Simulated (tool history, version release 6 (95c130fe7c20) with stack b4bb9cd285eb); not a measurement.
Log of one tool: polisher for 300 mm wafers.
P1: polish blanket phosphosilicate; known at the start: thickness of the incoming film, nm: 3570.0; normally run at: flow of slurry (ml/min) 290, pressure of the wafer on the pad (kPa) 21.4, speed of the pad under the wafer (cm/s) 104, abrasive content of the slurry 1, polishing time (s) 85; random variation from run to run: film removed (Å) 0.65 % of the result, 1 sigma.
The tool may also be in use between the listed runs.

run,hour,flow of slurry (ml/min),pressure of the wafer on the pad (kPa),speed of the pad under the wafer (cm/s),abrasive content of the slurry,polishing time (s),wafers polished on this pad,hours since the slurry nozzle was cleaned,hours since the head pressure was calibrated,hours since the slurry blender was calibrated,hours since the conditioning disc was replaced,film removed (Å)
1,11.8,290,21.4,104,1,85,818,433.3,312.9,70.5,184.7,7975.6
2,19.8,290,31,104,1,85,872,441.3,320.9,78.5,192.7,11541
3,29,175,21.4,104,1,85,935,450.5,330.1,87.7,201.9,7550
4,39.3,290,21.4,104,1,114,1005,460.8,340.4,98,212.2,10613
5,50.9,290,21.4,48,1,85,1084,472.4,352,109.6,223.8,4332.5
6,62.1,435,21.4,104,1,85,1160,483.6,363.2,120.8,235,8264.3
7,72.5,290,21.4,104,1,85,1230,494,373.6,131.2,245.4,8030.4
8,85.6,365,21.4,104,1.35,85,1319,507.1,386.7,144.3,258.5,9267.4
9,95.8,290,21.4,104,1.25,85,1389,517.3,396.9,154.5,268.7,8800.9
10,104.6,290,21.4,54,0.7,85,1448,526.1,405.7,163.3,277.5,3988.6
11,115.4,290,21.4,104,1,85,1522,536.9,416.5,174.1,288.3,7962
12,123.6,290,21.4,104,1,85,1578,545.1,424.7,182.3,296.5,8075.8
13,134.6,290,13.8,104,1,85,1652,556.1,435.7,193.3,307.5,5108.9
14,143.3,290,21.4,134,1,85,1711,564.8,444.4,202,316.2,9867.3
15,154.7,290,21.4,104,1,85,1789,576.2,455.8,213.4,327.6,7974.2
16,162.7,290,21.4,104,1,55,1843,584.2,463.8,221.4,335.6,5169.3
17,170.6,290,21.4,104,0.55,85,1897,592.1,471.7,229.3,343.5,5819.1
18,178.7,215,28.3,104,1,85,1952,600.2,479.8,237.4,351.6,10478
19,188.6,290,21.4,104,1,85,2019,610.1,489.7,247.3,361.5,8135.4
20,199.2,290,21.4,104,1,85,2091,620.7,500.3,257.9,372.1,8116.6
21,207.5,290,21.4,104,1,85,2147,629,508.6,266.2,380.4,8038.2
22,218.2,290,21.4,104,1,85,2220,639.7,519.3,276.9,391.1,7819.1
23,231.2,290,21.4,104,1,85,2308,652.7,532.3,289.9,404.1,7649.9
24,240.9,290,21.4,104,1,85,2374,662.4,542,299.6,413.8,7629.4
25,247.2,290,21.4,104,1,85,2417,668.7,548.3,305.9,420.1,7638.9
26,253.3,290,21.4,104,1,85,2459,674.8,554.4,312,426.2,7610.3
# hour 261.8: head pressure recalibrated
# hour 262.3: slurry nozzle cleaned
27,262.5,290,21.4,104,1,85,2521,0.3,0.8,321.2,435.4,7452.4
# hour 270.8: conditioning disc replaced and pad reconditioned
28,274.1,290,21.4,104,1,85,2600,11.9,12.4,332.8,3.4,7557.1
29,286.8,290,21.4,104,1,85,2686,24.6,25.1,345.5,16.1,7435.4
30,299.6,290,21.4,104,1,85,2773,37.4,37.9,358.3,28.9,7466.3
31,312.6,290,21.4,104,1,85,2861,50.4,50.9,371.3,41.9,7415.9
32,324.4,290,21.4,104,1,85,2942,62.2,62.7,383.1,53.7,7383.1

What P1 gives has crept away from where it was. These 2 causes fit the log equally well, each at the size given:
A: removal rate lost through wear of the pad, % = 7.46
B: abrasive missing from the slurry, % = 15.1
The creep began at about hour 207.5.
Why every other cause is out:
slurry flow missing at the pad, %: serviced at hour 262.3, which brought nothing back
head's pressure below its setpoint, %: serviced at hour 261.8, which brought nothing back
time polished since the conditioner stopped cutting, s: serviced at hour 270.8, which brought nothing back

4 check runs are offered, each on 5 wafers whose results are averaged, their results left as question marks. Which one tells the causes apart?
check 1,336.2,175,21.4,104,0.6,85,,,,,,?
check 2,336.2,175,21.4,126,1,85,,,,,,?
check 3,336.2,230,21.4,104,1,85,,,,,,?
check 4,336.2,430,14.5,104,1,85,,,,,,?

What each check would give under each cause:
check,result,if A,if B
check 1,film removed (Å),5368,5257.1
check 2,film removed (Å),8155.2,8153.4
check 3,film removed (Å),7251.3,7249.7
check 4,film removed (Å),5186.7,5185.6
How far apart the two closest causes lie, in the result that separates them most: check 1 2.09 %; check 2 0.02 %; check 3 0.02 %; check 4 0.02 %
Only check 1 tells the causes apart: in the others they would give nearly the same result.

Then check 1 was run and gave: film removed (Å) 5262.7. Which cause is it?

It is B: abrasive missing from the slurry, %.
